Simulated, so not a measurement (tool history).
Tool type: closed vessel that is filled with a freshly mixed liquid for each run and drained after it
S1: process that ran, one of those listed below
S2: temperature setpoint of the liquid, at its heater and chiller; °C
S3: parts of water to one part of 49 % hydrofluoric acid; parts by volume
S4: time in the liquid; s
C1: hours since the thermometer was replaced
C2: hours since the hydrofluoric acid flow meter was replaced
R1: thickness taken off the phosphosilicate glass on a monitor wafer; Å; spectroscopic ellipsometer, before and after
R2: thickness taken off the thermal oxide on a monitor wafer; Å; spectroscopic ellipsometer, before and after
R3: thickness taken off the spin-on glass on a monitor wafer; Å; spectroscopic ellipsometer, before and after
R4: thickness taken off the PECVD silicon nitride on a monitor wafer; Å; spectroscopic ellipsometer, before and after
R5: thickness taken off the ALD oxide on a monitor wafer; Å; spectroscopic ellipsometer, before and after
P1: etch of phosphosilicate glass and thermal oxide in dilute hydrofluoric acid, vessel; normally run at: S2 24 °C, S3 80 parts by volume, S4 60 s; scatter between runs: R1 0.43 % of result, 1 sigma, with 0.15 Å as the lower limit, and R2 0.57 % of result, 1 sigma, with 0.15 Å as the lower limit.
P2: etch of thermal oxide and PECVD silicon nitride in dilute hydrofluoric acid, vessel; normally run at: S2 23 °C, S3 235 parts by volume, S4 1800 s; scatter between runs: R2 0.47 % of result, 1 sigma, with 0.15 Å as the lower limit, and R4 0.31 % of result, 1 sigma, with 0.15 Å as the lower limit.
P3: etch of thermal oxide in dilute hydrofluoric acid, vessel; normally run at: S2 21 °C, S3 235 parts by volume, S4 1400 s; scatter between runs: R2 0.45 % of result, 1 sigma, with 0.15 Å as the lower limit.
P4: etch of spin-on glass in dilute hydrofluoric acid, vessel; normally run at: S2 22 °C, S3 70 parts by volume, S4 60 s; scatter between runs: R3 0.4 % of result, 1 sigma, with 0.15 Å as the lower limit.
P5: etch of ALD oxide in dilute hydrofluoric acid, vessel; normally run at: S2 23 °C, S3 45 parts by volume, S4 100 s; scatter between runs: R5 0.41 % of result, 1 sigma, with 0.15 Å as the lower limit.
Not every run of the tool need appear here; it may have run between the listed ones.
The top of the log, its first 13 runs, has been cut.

run	hour	S1	S2	S3	S4	C1	C2	R1	R2	R3	R4	R5
14	154.6	P3	17	235	1400	543.6	904.2		191.46			
15	164.1	P1	24	20	60	553.1	913.7	5521.5	164.53			
16	173.6	P4	22	70	60	562.6	923.2			568.13		
17	186.2	P3	21	235	235	575.2	935.8		37.367			
18	198.6	P5	31	45	100	587.6	948.2					551.65
19	212.5	P1	24	80	60	601.5	962.1	1287.7	38.464			
20	223.2	P2	28	235	1800	612.2	972.8		371.14		436.67	
21	231.7	P1	24	80	30	620.7	981.3	633.83	18.862			
22	245.8	P1	24	80	60	634.8	995.4	1271.4	37.69			
# hour 259.5: hydrofluoric acid flow meter replaced
23	262.5	P2	23	235	1800	651.5	3		310.84		323.47	
24	274.4	P4	22	70	105	663.4	14.9			1007.4		
25	288.5	P4	22	30	60	677.5	29			1402.8		
26	297.1	P3	21	235	1400	686.1	37.6		223.57			
27	306.7	P1	24	80	110	695.7	47.2	2333.3	69.926			
28	318.8	P2	23	235	1800	707.8	59.3		308.67		321.91	
29	328	P5	23	45	100	717	68.5					401.55
30	337.8	P1	24	80	60	726.8	78.3	1277.8	38.013			
31	354	P3	21	45	1400	743	94.5		1448.9			
32	364	P5	23	20	100	753	104.5					928.97
33	380.1	P1	24	80	60	769.1	120.6	1267.4	38.184			
34	388.8	P1	24	80	60	777.8	129.3	1302.3	39.185			
35	398.3	P1	24	80	60	787.3	138.8	1325.4	39.745			
36	409.4	P1	24	80	60	798.4	149.9	1339.4	40.481			
37	418.5	P1	24	80	60	807.5	159	1354.1	40.289			

What does the tool deliver on the next run?
38	431.5	P1	24	80	60	820.5	172	?	?			

{"run 38": {"R1": 1364.7, "R2": 40.48}}

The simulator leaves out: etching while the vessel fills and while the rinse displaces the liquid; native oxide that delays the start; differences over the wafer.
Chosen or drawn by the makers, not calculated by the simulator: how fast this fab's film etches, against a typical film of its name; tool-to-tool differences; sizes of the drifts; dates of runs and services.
